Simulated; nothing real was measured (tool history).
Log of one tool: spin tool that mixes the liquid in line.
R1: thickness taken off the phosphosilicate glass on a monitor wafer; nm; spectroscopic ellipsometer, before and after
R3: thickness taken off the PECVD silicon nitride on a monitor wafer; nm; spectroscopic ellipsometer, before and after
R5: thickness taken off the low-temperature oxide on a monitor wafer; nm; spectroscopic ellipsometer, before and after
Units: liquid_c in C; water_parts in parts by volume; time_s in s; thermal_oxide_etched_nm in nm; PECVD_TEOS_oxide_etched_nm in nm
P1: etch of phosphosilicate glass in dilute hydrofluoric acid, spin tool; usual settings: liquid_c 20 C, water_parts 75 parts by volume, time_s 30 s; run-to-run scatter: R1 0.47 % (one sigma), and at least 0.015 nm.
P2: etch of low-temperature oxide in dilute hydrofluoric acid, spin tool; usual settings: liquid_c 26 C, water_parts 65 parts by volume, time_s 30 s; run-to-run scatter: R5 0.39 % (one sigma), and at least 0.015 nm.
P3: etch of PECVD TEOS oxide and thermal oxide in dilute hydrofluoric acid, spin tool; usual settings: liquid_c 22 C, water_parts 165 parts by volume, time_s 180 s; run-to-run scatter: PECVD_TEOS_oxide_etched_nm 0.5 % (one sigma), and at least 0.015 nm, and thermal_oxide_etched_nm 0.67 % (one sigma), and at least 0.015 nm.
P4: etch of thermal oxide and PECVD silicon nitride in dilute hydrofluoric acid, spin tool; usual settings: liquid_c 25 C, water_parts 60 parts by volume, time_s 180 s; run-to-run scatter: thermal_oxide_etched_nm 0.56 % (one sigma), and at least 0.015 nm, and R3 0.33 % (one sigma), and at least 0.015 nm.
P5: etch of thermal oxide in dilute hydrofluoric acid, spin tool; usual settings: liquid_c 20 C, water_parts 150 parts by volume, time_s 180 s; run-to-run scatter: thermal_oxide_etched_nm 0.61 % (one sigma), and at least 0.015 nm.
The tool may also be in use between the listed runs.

run 1 day=0.55 | process=P1 liquid_c=20 water_parts=75 time_s=30 | R1=44.496
run 2 day=0.867 | process=P4 liquid_c=25 water_parts=60 time_s=335 | thermal_oxide_etched_nm=29.676 R3=15.179
run 3 day=1.462 | process=P1 liquid_c=20 water_parts=135 time_s=30 | R1=23.188
run 4 day=1.921 | process=P5 liquid_c=20 water_parts=150 time_s=180 | thermal_oxide_etched_nm=4.6629
run 5 day=2.521 | process=P3 liquid_c=22 water_parts=165 time_s=180 | thermal_oxide_etched_nm=4.4405 PECVD_TEOS_oxide_etched_nm=26.223
run 6 day=3.071 | process=P1 liquid_c=20 water_parts=75 time_s=30 | R1=44.122
run 7 day=3.675 | process=P5 liquid_c=24.5 water_parts=150 time_s=180 | thermal_oxide_etched_nm=5.4928
run 8 day=4.333 | process=P2 liquid_c=26 water_parts=40 time_s=30 | R5=22.658
run 9 day=4.958 | process=P5 liquid_c=20 water_parts=265 time_s=180 | thermal_oxide_etched_nm=2.3597
run 10 day=5.312 | process=P1 liquid_c=17 water_parts=75 time_s=30 | R1=39.242
run 11 day=5.683 | process=P2 liquid_c=26 water_parts=65 time_s=30 | R5=13.493
run 12 day=6.204 | process=P3 liquid_c=22 water_parts=245 time_s=180 | thermal_oxide_etched_nm=2.7445 PECVD_TEOS_oxide_etched_nm=16.053
run 13 day=6.858 | process=P1 liquid_c=20 water_parts=75 time_s=30 | R1=44.693
run 14 day=7.179 | process=P1 liquid_c=20 water_parts=75 time_s=15 | R1=22.078
run 15 day=7.608 | process=P1 liquid_c=20 water_parts=25 time_s=30 | R1=142.54
run 16 day=8.108 | process=P4 liquid_c=25 water_parts=100 time_s=180 | thermal_oxide_etched_nm=9.0646 R3=4.9403
run 17 day=8.642 | process=P1 liquid_c=20 water_parts=75 time_s=30 | R1=44.732
run 18 day=9.012 | process=P1 liquid_c=20 water_parts=75 time_s=30 | R1=44.048
run 19 day=9.312 | process=P3 liquid_c=17 water_parts=165 time_s=180 | thermal_oxide_etched_nm=3.5977 PECVD_TEOS_oxide_etched_nm=21.546
run 20 day=9.729 | process=P3 liquid_c=22 water_parts=165 time_s=180 | thermal_oxide_etched_nm=4.4481 PECVD_TEOS_oxide_etched_nm=25.976
run 21 day=10.138 | process=P2 liquid_c=26 water_parts=65 time_s=45 | R5=20.228
run 22 day=10.675 | process=P4 liquid_c=18 water_parts=60 time_s=180 | thermal_oxide_etched_nm=11.722 R3=5.0599
run 23 day=11.054 | process=P1 liquid_c=28 water_parts=75 time_s=45 | R1=92.139
run 24 day=11.558 | process=P5 liquid_c=20 water_parts=150 time_s=350 | thermal_oxide_etched_nm=8.9214
run 25 day=11.992 | process=P1 liquid_c=26.5 water_parts=25 time_s=30 | R1=187.56
run 26 day=12.371 | process=P2 liquid_c=34 water_parts=65 time_s=30 | R5=18.445
run 27 day=12.733 | process=P1 liquid_c=20 water_parts=75 time_s=60 | R1=89.275
run 28 day=13.267 | process=P2 liquid_c=26 water_parts=65 time_s=30 | R5=13.465
run 29 day=13.742 | process=P1 liquid_c=20 water_parts=135 time_s=15 | R1=11.554
run 30 day=14.312 | process=P3 liquid_c=22 water_parts=165 time_s=85 | thermal_oxide_etched_nm=2.0992 PECVD_TEOS_oxide_etched_nm=12.245
run 31 day=14.879 | process=P4 liquid_c=25 water_parts=60 time_s=180 | thermal_oxide_etched_nm=16.017 R3=8.196
run 32 day=15.296 | process=P1 liquid_c=20 water_parts=75 time_s=30 | R1=44.437
run 33 day=15.921 | process=P1 liquid_c=27 water_parts=75 time_s=30 | R1=59.203
run 34 day=16.367 | process=P1 liquid_c=20 water_parts=75 time_s=30 | R1=44.623
run 35 day=16.762 | process=P1 liquid_c=20 water_parts=75 time_s=30 | R1=44.596
run 36 day=17.329 | process=P1 liquid_c=20 water_parts=75 time_s=30 | R1=43.317
run 37 day=17.912 | process=P1 liquid_c=20 water_parts=75 time_s=30 | R1=42.699
run 38 day=18.388 | process=P1 liquid_c=20 water_parts=75 time_s=30 | R1=41.758
run 39 day=18.95 | process=P1 liquid_c=20 water_parts=75 time_s=30 | R1=41.544
run 40 day=19.546 | process=P1 liquid_c=20 water_parts=75 time_s=30 | R1=41.529
run 41 day=20.117 | process=P1 liquid_c=20 water_parts=75 time_s=30 | R1=41.472
run 42 day=20.504 | process=P1 liquid_c=20 water_parts=75 time_s=30 | R1=41.171
run 43 day=21.133 | process=P1 liquid_c=20 water_parts=75 time_s=30 | R1=41

What P1 gives has crept away from where it was. These 2 causes fit the log equally well, each at the size given:
A: hydrofluoric acid flow below the setpoint (%) = 7.05
B: liquid colder than its thermometer reads (K) = 1.9
The creep began at about day 16.762.

4 check runs are offered, one wafer each, their results left as question marks. Which one tells the causes apart?
run check 1 day=21.762 | process=P4 liquid_c=25 water_parts=60 time_s=180 | thermal_oxide_etched_nm=? R3=?
run check 2 day=21.762 | process=P5 liquid_c=20 water_parts=150 time_s=180 | thermal_oxide_etched_nm=?
run check 3 day=21.762 | process=P2 liquid_c=26 water_parts=65 time_s=30 | R5=?
run check 4 day=21.762 | process=P3 liquid_c=22 water_parts=165 time_s=180 | thermal_oxide_etched_nm=? PECVD_TEOS_oxide_etched_nm=?

What each check would give under each cause:
check=check_1 result=thermal_oxide_etched_nm if_A=14.715 if_B=14.739
check=check_1 result=R3 if_A=7.5967 if_B=7.1864
check=check_2 result=thermal_oxide_etched_nm if_A=4.2664 if_B=4.3031
check=check_3 result=R5 if_A=12.396 if_B=12.436
check=check_4 result=thermal_oxide_etched_nm if_A=4.0599 if_B=4.11
check=check_4 result=PECVD_TEOS_oxide_etched_nm if_A=23.992 if_B=24.288
How far apart the two closest causes lie, in the result that separates them most: check 1 5.55 %; check 2 0.86 %; check 3 0.32 %; check 4 1.23 %
Check 1 tells the causes apart: in the others they would give nearly the same result.

Check 1 was then run and gave: thermal_oxide_etched_nm 14.723 nm; R3 7.606 nm. Which cause is it?

It is A: hydrofluoric acid flow below the setpoint (%).
